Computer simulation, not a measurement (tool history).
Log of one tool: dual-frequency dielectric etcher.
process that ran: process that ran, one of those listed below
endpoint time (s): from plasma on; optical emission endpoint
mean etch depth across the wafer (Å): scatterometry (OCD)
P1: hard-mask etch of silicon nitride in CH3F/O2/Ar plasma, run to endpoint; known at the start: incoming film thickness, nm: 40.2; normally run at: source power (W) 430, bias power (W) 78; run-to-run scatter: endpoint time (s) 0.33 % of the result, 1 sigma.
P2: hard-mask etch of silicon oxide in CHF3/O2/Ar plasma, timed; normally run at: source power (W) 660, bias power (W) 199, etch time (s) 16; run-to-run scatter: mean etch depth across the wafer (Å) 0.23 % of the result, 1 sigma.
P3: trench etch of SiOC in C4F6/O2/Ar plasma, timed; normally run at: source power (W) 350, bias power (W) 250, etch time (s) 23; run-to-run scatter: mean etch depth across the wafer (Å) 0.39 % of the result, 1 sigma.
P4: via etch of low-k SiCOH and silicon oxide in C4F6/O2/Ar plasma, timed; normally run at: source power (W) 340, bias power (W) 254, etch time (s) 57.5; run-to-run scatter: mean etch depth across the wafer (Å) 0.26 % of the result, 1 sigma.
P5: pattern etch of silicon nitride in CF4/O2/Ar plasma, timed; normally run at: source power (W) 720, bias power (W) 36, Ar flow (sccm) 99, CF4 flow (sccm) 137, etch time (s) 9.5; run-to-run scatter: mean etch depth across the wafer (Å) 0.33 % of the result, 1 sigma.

run,hour,process that ran,source power (W),bias power (W),etch time (s),Ar flow (sccm),CF4 flow (sccm),endpoint time (s),mean etch depth across the wafer (Å)
1,4.2,P1,430,78,,,,55.667,
2,10.6,P4,340,254,36,,,,1050.8
3,16.5,P3,350,250,23,,,,505.14
4,20.9,P5,720,36,9.5,99,137,,222.5
5,24.3,P2,660,145,16,,,,316
6,28.1,P5,720,36,9.5,99,137,,223.59
7,32.5,P1,430,78,,,,55.396,
8,38.8,P5,720,36,9.5,99,97,,212.9
9,43.6,P5,1000,36,9.5,99,137,,298.92
10,48.9,P5,720,25,9.5,99,137,,199.56
11,53.4,P1,430,78,,,,55.459,
12,60.1,P4,340,254,57.5,,,,1679.1
13,65,P1,530,78,,,,51.381,
14,70.8,P2,660,199,20.5,,,,450.54
15,77.2,P3,270,250,23,,,,453.64
16,81.2,P1,430,78,,,,55.648,
17,87.7,P4,270,254,57.5,,,,1534.5
18,94.1,P2,890,199,16,,,,391.79
19,99.6,P3,350,348,23,,,,567.92
20,105.5,P5,720,36,9.5,66,137,,231.8
21,109.9,P1,430,57,,,,61.804,
22,115.7,P1,430,78,,,,55.532,
23,119.7,P5,720,36,12.5,99,137,,292.79
24,125,P2,660,199,16,,,,348.74
25,128.4,P1,340,92,,,,57.183,
26,132.6,P1,320,78,,,,62.279,
27,139.9,P3,350,250,31,,,,676.96
28,146.4,P1,430,100,,,,50.925,
29,152.2,P4,340,343,57.5,,,,1865.2
30,158.3,P1,430,78,,,,55.688,
31,163.2,P1,430,78,,,,55.288,
32,167.6,P1,430,78,,,,54.872,
33,171.7,P1,430,78,,,,54.988,
34,175.2,P1,430,78,,,,54.556,
# hour 177.8: wet clean of the chamber
35,178.8,P1,430,78,,,,54.27,
36,183.1,P1,430,78,,,,54.688,
37,188.9,P1,430,78,,,,54.534,

What P1 gives has crept away from where it was. These 2 causes fit the log equally well, each at the size given:
A: source power that arrives over what is set, % = 4.47
B: bias power that arrives over what is set, % = 4.86
The creep began at about hour 158.3.
Why every other cause is out:
chamber walls in a state that raises the etch rate, %: serviced at hour 177.8, which brought nothing back

4 check runs are offered, one wafer each, their results left as question marks. Which one tells the causes apart?
check 1,194.7,P2,770,164,16,,,,?
check 2,194.7,P5,970,36,9.5,99,137,,?
check 3,194.7,P4,270,254,57.5,,,,?
check 4,194.7,P3,350,290,23,,,,?

What each check would give under each cause:
check,result,if A,if B
check 1,mean etch depth across the wafer (Å),354.36,353.84
check 2,mean etch depth across the wafer (Å),301.74,294.54
check 3,mean etch depth across the wafer (Å),1559.1,1559
check 4,mean etch depth across the wafer (Å),539.79,539.88
How far apart the two closest causes lie, in the result that separates them most: check 1 0.15 %; check 2 2.41 %; check 3 0 %; check 4 0.02 %
Check 2 tells the causes apart: in the others they would give nearly the same result.

Then check 2 was run and gave: mean etch depth across the wafer (Å) 300.66. Which cause is it?

It is A: source power that arrives over what is set, %.

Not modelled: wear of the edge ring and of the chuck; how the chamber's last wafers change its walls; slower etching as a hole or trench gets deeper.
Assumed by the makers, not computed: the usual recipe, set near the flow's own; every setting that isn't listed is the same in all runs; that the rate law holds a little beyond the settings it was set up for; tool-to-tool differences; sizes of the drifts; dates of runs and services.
